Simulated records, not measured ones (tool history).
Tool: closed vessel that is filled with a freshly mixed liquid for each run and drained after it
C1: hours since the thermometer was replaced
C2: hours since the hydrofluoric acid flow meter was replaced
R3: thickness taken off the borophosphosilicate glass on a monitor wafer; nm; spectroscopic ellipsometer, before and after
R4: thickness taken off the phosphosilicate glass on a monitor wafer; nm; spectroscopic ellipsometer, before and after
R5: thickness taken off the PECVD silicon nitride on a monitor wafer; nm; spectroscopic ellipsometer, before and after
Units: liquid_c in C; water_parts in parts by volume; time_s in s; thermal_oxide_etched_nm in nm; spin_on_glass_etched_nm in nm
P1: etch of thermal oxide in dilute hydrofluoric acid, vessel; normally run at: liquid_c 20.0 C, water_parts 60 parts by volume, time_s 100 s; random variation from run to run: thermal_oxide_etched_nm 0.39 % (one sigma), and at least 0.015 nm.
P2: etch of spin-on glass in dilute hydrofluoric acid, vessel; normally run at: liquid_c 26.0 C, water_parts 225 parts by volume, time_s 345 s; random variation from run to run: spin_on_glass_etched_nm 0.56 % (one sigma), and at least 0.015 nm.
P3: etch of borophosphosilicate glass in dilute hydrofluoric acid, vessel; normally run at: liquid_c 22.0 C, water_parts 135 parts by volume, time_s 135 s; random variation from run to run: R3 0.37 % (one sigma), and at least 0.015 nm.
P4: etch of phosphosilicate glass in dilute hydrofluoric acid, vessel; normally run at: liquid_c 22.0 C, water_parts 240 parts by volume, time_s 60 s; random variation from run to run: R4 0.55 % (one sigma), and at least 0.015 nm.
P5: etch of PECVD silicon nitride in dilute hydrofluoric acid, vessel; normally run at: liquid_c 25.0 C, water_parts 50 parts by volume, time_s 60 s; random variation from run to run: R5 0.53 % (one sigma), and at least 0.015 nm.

Run 1, day 0.321: process P1, liquid_c 20.0 C, water_parts 60 parts by volume, time_s 100 s; C1 1987.5; C2 664.8. Result: thermal_oxide_etched_nm 6.7736 nm.
Run 2, day 0.667: process P2, liquid_c 26.0 C, water_parts 90 parts by volume, time_s 345 s; C1 1995.8; C2 673.1. Result: spin_on_glass_etched_nm 152.560 nm.
Run 3, day 0.950: process P3, liquid_c 22.0 C, water_parts 50 parts by volume, time_s 135 s; C1 2002.6; C2 679.9. Result: R3 139.520 nm.
Run 4, day 1.283: process P2, liquid_c 18.0 C, water_parts 225 parts by volume, time_s 345 s; C1 2010.6; C2 687.9. Result: spin_on_glass_etched_nm 38.732 nm.
Run 5, day 1.667: process P1, liquid_c 20.0 C, water_parts 60 parts by volume, time_s 100 s; C1 2019.8; C2 697.1. Result: thermal_oxide_etched_nm 6.8199 nm.
Run 6, day 1.875: process P1, liquid_c 25.0 C, water_parts 60 parts by volume, time_s 155 s; C1 2024.8; C2 702.1. Result: thermal_oxide_etched_nm 12.8870 nm.
Run 7, day 2.104: process P1, liquid_c 27.0 C, water_parts 60 parts by volume, time_s 100 s; C1 2030.3; C2 707.6. Result: thermal_oxide_etched_nm 9.1373 nm.
Run 8, day 2.475: process P1, liquid_c 20.0 C, water_parts 60 parts by volume, time_s 100 s; C1 2039.2; C2 716.5. Result: thermal_oxide_etched_nm 6.8363 nm.
Run 9, day 2.875: process P3, liquid_c 22.0 C, water_parts 135 parts by volume, time_s 135 s; C1 2048.8; C2 726.1. Result: R3 46.692 nm.
Run 10, day 3.083: process P1, liquid_c 20.0 C, water_parts 100 parts by volume, time_s 145 s; C1 2053.8; C2 731.1. Result: thermal_oxide_etched_nm 5.6406 nm.
Run 11, day 3.279: process P2, liquid_c 26.0 C, water_parts 225 parts by volume, time_s 345 s; C1 2058.5; C2 735.8. Result: spin_on_glass_etched_nm 51.849 nm.
Run 12, day 3.471: process P4, liquid_c 17.0 C, water_parts 240 parts by volume, time_s 60 s; C1 2063.1; C2 740.4. Result: R4 9.8849 nm.
Run 13, day 3.896: process P3, liquid_c 22.0 C, water_parts 135 parts by volume, time_s 135 s; C1 2073.3; C2 750.6. Result: R3 46.688 nm.
Run 14, day 4.292: process P1, liquid_c 20.0 C, water_parts 20 parts by volume, time_s 100 s; C1 2082.8; C2 760.1. Result: thermal_oxide_etched_nm 21.4720 nm.
Run 15, day 4.579: process P1, liquid_c 20.0 C, water_parts 60 parts by volume, time_s 100 s; C1 2089.7; C2 767.0. Result: thermal_oxide_etched_nm 6.7613 nm.
Run 16, day 4.875: process P1, liquid_c 20.0 C, water_parts 100 parts by volume, time_s 100 s; C1 2096.8; C2 774.1. Result: thermal_oxide_etched_nm 3.9137 nm.
Run 17, day 5.071: process P1, liquid_c 20.0 C, water_parts 60 parts by volume, time_s 100 s; C1 2101.5; C2 778.8. Result: thermal_oxide_etched_nm 6.8195 nm.
Run 18, day 5.417: process P4, liquid_c 22.0 C, water_parts 240 parts by volume, time_s 60 s; C1 2109.8; C2 787.1. Result: R4 11.9480 nm.
Run 19, day 5.825: process P5, liquid_c 25.0 C, water_parts 50 parts by volume, time_s 30 s; C1 2119.6; C2 796.9. Result: R5 3.6583 nm.
Run 20, day 6.133: process P4, liquid_c 22.0 C, water_parts 85 parts by volume, time_s 60 s; C1 2127.0; C2 804.3. Result: R4 40.2890 nm.
Run 21, day 6.329: process P1, liquid_c 20.0 C, water_parts 60 parts by volume, time_s 100 s; C1 2131.7; C2 809.0. Result: thermal_oxide_etched_nm 6.7470 nm.
Run 22, day 6.712: process P1, liquid_c 20.0 C, water_parts 60 parts by volume, time_s 165 s; C1 2140.9; C2 818.2. Result: thermal_oxide_etched_nm 11.2800 nm.
Run 23, day 6.988: process P5, liquid_c 25.0 C, water_parts 50 parts by volume, time_s 60 s; C1 2147.5; C2 824.8. Result: R5 7.2231 nm.
Run 24, day 7.379: process P1, liquid_c 20.0 C, water_parts 60 parts by volume, time_s 100 s; C1 2156.9; C2 834.2. Result: thermal_oxide_etched_nm 6.8286 nm.
Run 25, day 7.762: process P1, liquid_c 20.0 C, water_parts 60 parts by volume, time_s 40 s; C1 2166.1; C2 843.4. Result: thermal_oxide_etched_nm 2.7151 nm.
Run 26, day 8.062: process P2, liquid_c 26.0 C, water_parts 225 parts by volume, time_s 90 s; C1 2173.3; C2 850.6. Result: spin_on_glass_etched_nm 13.581 nm.
Run 27, day 8.308: process P1, liquid_c 24.5 C, water_parts 95 parts by volume, time_s 100 s; C1 2179.2; C2 856.5. Result: thermal_oxide_etched_nm 4.9586 nm.
Run 28, day 8.546: process P3, liquid_c 17.0 C, water_parts 135 parts by volume, time_s 135 s; C1 2184.9; C2 862.2. Result: R3 38.094 nm.
Run 29, day 8.938: process P5, liquid_c 25.0 C, water_parts 70 parts by volume, time_s 60 s; C1 2194.3; C2 871.6. Result: R5 5.1930 nm.
Run 30, day 9.292: process P5, liquid_c 33.0 C, water_parts 50 parts by volume, time_s 60 s; C1 2202.8; C2 880.1. Result: R5 12.2360 nm.
Run 31, day 9.483: process P4, liquid_c 22.0 C, water_parts 240 parts by volume, time_s 30 s; C1 2207.4; C2 884.7. Result: R4 6.0724 nm.
Run 32, day 9.775: process P3, liquid_c 22.0 C, water_parts 135 parts by volume, time_s 30 s; C1 2214.4; C2 891.7. Result: R3 10.373 nm.
Run 33, day 9.967: process P1, liquid_c 17.0 C, water_parts 60 parts by volume, time_s 100 s; C1 2219.0; C2 896.3. Result: thermal_oxide_etched_nm 5.9829 nm.
Run 34, day 10.175: process P2, liquid_c 26.0 C, water_parts 225 parts by volume, time_s 345 s; C1 2224.0; C2 901.3. Result: spin_on_glass_etched_nm 52.208 nm.
Run 35, day 10.508: process P1, liquid_c 20.0 C, water_parts 60 parts by volume, time_s 100 s; C1 2232.0; C2 909.3. Result: thermal_oxide_etched_nm 6.8133 nm.
Run 36, day 10.708: process P1, liquid_c 20.0 C, water_parts 60 parts by volume, time_s 100 s; C1 2236.8; C2 914.1. Result: thermal_oxide_etched_nm 6.9620 nm.
Run 37, day 11.075: process P1, liquid_c 20.0 C, water_parts 60 parts by volume, time_s 100 s; C1 2245.6; C2 922.9. Result: thermal_oxide_etched_nm 7.1064 nm.
Run 38, day 11.483: process P1, liquid_c 20.0 C, water_parts 60 parts by volume, time_s 100 s; C1 2255.4; C2 932.7. Result: thermal_oxide_etched_nm 7.1990 nm.
Run 39, day 11.738: process P1, liquid_c 20.0 C, water_parts 60 parts by volume, time_s 100 s; C1 2261.5; C2 938.8. Result: thermal_oxide_etched_nm 7.2652 nm.
Run 40, day 11.983: process P1, liquid_c 20.0 C, water_parts 60 parts by volume, time_s 100 s; C1 2267.4; C2 944.7. Result: thermal_oxide_etched_nm 7.2779 nm.
Run 41, day 12.196: process P1, liquid_c 20.0 C, water_parts 60 parts by volume, time_s 100 s; C1 2272.5; C2 949.8. Result: thermal_oxide_etched_nm 7.3012 nm.
Run 42, day 12.392: process P1, liquid_c 20.0 C, water_parts 60 parts by volume, time_s 100 s; C1 2277.2; C2 954.5. Result: thermal_oxide_etched_nm 7.3012 nm.
Run 43, day 12.588: process P1, liquid_c 20.0 C, water_parts 60 parts by volume, time_s 100 s; C1 2281.9; C2 959.2. Result: thermal_oxide_etched_nm 7.2481 nm.
Run 44, day 12.854: process P1, liquid_c 20.0 C, water_parts 60 parts by volume, time_s 100 s; C1 2288.3; C2 965.6. Result: thermal_oxide_etched_nm 7.3047 nm.
Run 45, day 13.146: process P1, liquid_c 20.0 C, water_parts 60 parts by volume, time_s 100 s; C1 2295.3; C2 972.6. Result: thermal_oxide_etched_nm 7.3404 nm.

What P1 gives has crept away from where it was. These 2 causes fit the log equally well, each at the size given:
A: liquid hotter than its thermometer reads (K) = 1.68
B: hydrofluoric acid flow above the setpoint (%) = 6.79
The creep began at about day 10.508.

4 check runs are offered, one wafer each, their results left as question marks. Which one tells the causes apart?
Run check 1, day 13.438: process P5, liquid_c 25.0 C, water_parts 65 parts by volume, time_s 60 s. Result: R5 ?.
Run check 2, day 13.438: process P3, liquid_c 17.0 C, water_parts 135 parts by volume, time_s 70 s. Result: R3 ?.
Run check 3, day 13.438: process P2, liquid_c 18.5 C, water_parts 135 parts by volume, time_s 345 s. Result: spin_on_glass_etched_nm ?.
Run check 4, day 13.438: process P4, liquid_c 17.0 C, water_parts 90 parts by volume, time_s 60 s. Result: R4 ?.

What each check would give under each cause:
  check                   result     if A     if B
check 1                       R5   6.2764   5.9925
check 2                       R3   21.213   21.326
check 3  spin_on_glass_etched_nm   76.651   77.158
check 4                       R4  32.9880  33.0200
How far apart the two closest causes lie, in the result that separates them most: check 1 4.63 %; check 2 0.53 %; check 3 0.66 %; check 4 0.1 %
Check 1 tells the causes apart: in the others they would give nearly the same result.

Then check 1 was run and gave: R5 6.2497 nm. Which cause is it?

It is A: liquid hotter than its thermometer reads (K).

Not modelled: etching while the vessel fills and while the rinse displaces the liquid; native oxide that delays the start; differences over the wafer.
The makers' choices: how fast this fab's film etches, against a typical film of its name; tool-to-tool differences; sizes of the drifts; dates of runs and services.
